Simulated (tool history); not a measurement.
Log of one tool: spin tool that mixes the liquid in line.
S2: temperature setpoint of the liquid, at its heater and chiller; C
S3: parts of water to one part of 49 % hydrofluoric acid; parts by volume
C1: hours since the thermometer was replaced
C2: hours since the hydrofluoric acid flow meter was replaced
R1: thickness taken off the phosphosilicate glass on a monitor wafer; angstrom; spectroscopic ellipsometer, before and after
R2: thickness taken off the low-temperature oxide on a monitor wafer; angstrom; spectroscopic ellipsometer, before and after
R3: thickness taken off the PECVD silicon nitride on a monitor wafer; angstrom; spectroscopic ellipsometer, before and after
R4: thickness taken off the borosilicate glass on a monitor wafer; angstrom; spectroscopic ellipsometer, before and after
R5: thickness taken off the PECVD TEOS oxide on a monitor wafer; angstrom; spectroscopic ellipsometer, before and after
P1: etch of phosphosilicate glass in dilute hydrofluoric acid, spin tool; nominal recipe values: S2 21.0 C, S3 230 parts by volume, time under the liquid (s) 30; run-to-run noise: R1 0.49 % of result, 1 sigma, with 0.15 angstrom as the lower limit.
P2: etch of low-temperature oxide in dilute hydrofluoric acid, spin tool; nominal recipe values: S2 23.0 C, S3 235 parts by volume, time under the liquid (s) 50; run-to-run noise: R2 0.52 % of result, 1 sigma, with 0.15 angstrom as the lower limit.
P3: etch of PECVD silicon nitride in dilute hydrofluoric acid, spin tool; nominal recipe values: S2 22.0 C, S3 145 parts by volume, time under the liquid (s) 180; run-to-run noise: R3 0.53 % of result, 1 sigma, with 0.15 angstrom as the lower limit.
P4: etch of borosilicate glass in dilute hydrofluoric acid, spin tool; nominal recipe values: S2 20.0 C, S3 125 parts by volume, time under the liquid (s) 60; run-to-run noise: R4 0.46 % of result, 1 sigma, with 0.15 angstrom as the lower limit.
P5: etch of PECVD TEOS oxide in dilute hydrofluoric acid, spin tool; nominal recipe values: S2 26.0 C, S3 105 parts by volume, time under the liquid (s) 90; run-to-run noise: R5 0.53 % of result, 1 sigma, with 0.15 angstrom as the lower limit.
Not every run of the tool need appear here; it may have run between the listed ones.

run 1 hour=13.4 | process_that_ran=P1 S2=21.0 S3=230 time_under_the_liquid_(s)=30 | C1=1705.4 C2=501.5 | R1=195.760
run 2 hour=25.8 | process_that_ran=P2 S2=17.5 S3=235 time_under_the_liquid_(s)=50 | C1=1717.8 C2=513.9 | R2=52.130
run 3 hour=33.1 | process_that_ran=P3 S2=17.0 S3=145 time_under_the_liquid_(s)=180 | C1=1725.1 C2=521.2 | R3=43.665
run 4 hour=39.7 | process_that_ran=P1 S2=21.0 S3=320 time_under_the_liquid_(s)=30 | C1=1731.7 C2=527.8 | R1=128.700
run 5 hour=46.7 | process_that_ran=P2 S2=23.0 S3=235 time_under_the_liquid_(s)=50 | C1=1738.7 C2=534.8 | R2=64.733
run 6 hour=60.1 | process_that_ran=P1 S2=28.0 S3=230 time_under_the_liquid_(s)=30 | C1=1752.1 C2=548.2 | R1=249.570
run 7 hour=73.0 | process_that_ran=P1 S2=21.0 S3=230 time_under_the_liquid_(s)=30 | C1=1765.0 C2=561.1 | R1=194.100
run 8 hour=80.3 | process_that_ran=P4 S2=20.0 S3=125 time_under_the_liquid_(s)=15 | C1=1772.3 C2=568.4 | R4=50.84
run 9 hour=89.9 | process_that_ran=P2 S2=23.0 S3=235 time_under_the_liquid_(s)=15 | C1=1781.9 C2=578.0 | R2=19.330
run 10 hour=98.3 | process_that_ran=P1 S2=21.0 S3=230 time_under_the_liquid_(s)=30 | C1=1790.3 C2=586.4 | R1=194.990
run 11 hour=104.8 | process_that_ran=P5 S2=26.0 S3=105 time_under_the_liquid_(s)=90 | C1=1796.8 C2=592.9 | R5=203.180
run 12 hour=116.6 | process_that_ran=P5 S2=34.0 S3=105 time_under_the_liquid_(s)=90 | C1=1808.6 C2=604.7 | R5=275.480
run 13 hour=127.8 | process_that_ran=P1 S2=21.0 S3=230 time_under_the_liquid_(s)=15 | C1=1819.8 C2=615.9 | R1=97.424
run 14 hour=139.8 | process_that_ran=P4 S2=20.0 S3=125 time_under_the_liquid_(s)=60 | C1=1831.8 C2=627.9 | R4=202.60
run 15 hour=149.9 | process_that_ran=P1 S2=27.5 S3=230 time_under_the_liquid_(s)=15 | C1=1841.9 C2=638.0 | R1=123.560
run 16 hour=160.1 | process_that_ran=P2 S2=23.0 S3=235 time_under_the_liquid_(s)=50 | C1=1852.1 C2=648.2 | R2=63.641
run 17 hour=169.6 | process_that_ran=P1 S2=21.0 S3=230 time_under_the_liquid_(s)=55 | C1=1861.6 C2=657.7 | R1=354.170
run 18 hour=182.4 | process_that_ran=P4 S2=20.0 S3=125 time_under_the_liquid_(s)=60 | C1=1874.4 C2=670.5 | R4=202.61
run 19 hour=192.7 | process_that_ran=P2 S2=23.0 S3=435 time_under_the_liquid_(s)=50 | C1=1884.7 C2=680.8 | R2=28.641
run 20 hour=201.4 | process_that_ran=P1 S2=21.0 S3=230 time_under_the_liquid_(s)=30 | C1=1893.4 C2=689.5 | R1=193.170
run 21 hour=212.5 | process_that_ran=P1 S2=21.0 S3=60 time_under_the_liquid_(s)=30 | C1=1904.5 C2=700.6 | R1=893.550
run 22 hour=219.4 | process_that_ran=P5 S2=26.0 S3=105 time_under_the_liquid_(s)=20 | C1=1911.4 C2=707.5 | R5=44.997
run 23 hour=225.6 | process_that_ran=P3 S2=22.0 S3=145 time_under_the_liquid_(s)=180 | C1=1917.6 C2=713.7 | R3=61.389
run 24 hour=235.9 | process_that_ran=P3 S2=22.0 S3=145 time_under_the_liquid_(s)=180 | C1=1927.9 C2=724.0 | R3=60.994
run 25 hour=247.2 | process_that_ran=P4 S2=24.0 S3=125 time_under_the_liquid_(s)=60 | C1=1939.2 C2=735.3 | R4=238.85

Run 26 comes next. What will it give?
run 26 hour=256.3 | process_that_ran=P1 S2=21.0 S3=230 time_under_the_liquid_(s)=30 | C1=1948.3 C2=744.4 | R1=?

R1: 195.840 angstrom

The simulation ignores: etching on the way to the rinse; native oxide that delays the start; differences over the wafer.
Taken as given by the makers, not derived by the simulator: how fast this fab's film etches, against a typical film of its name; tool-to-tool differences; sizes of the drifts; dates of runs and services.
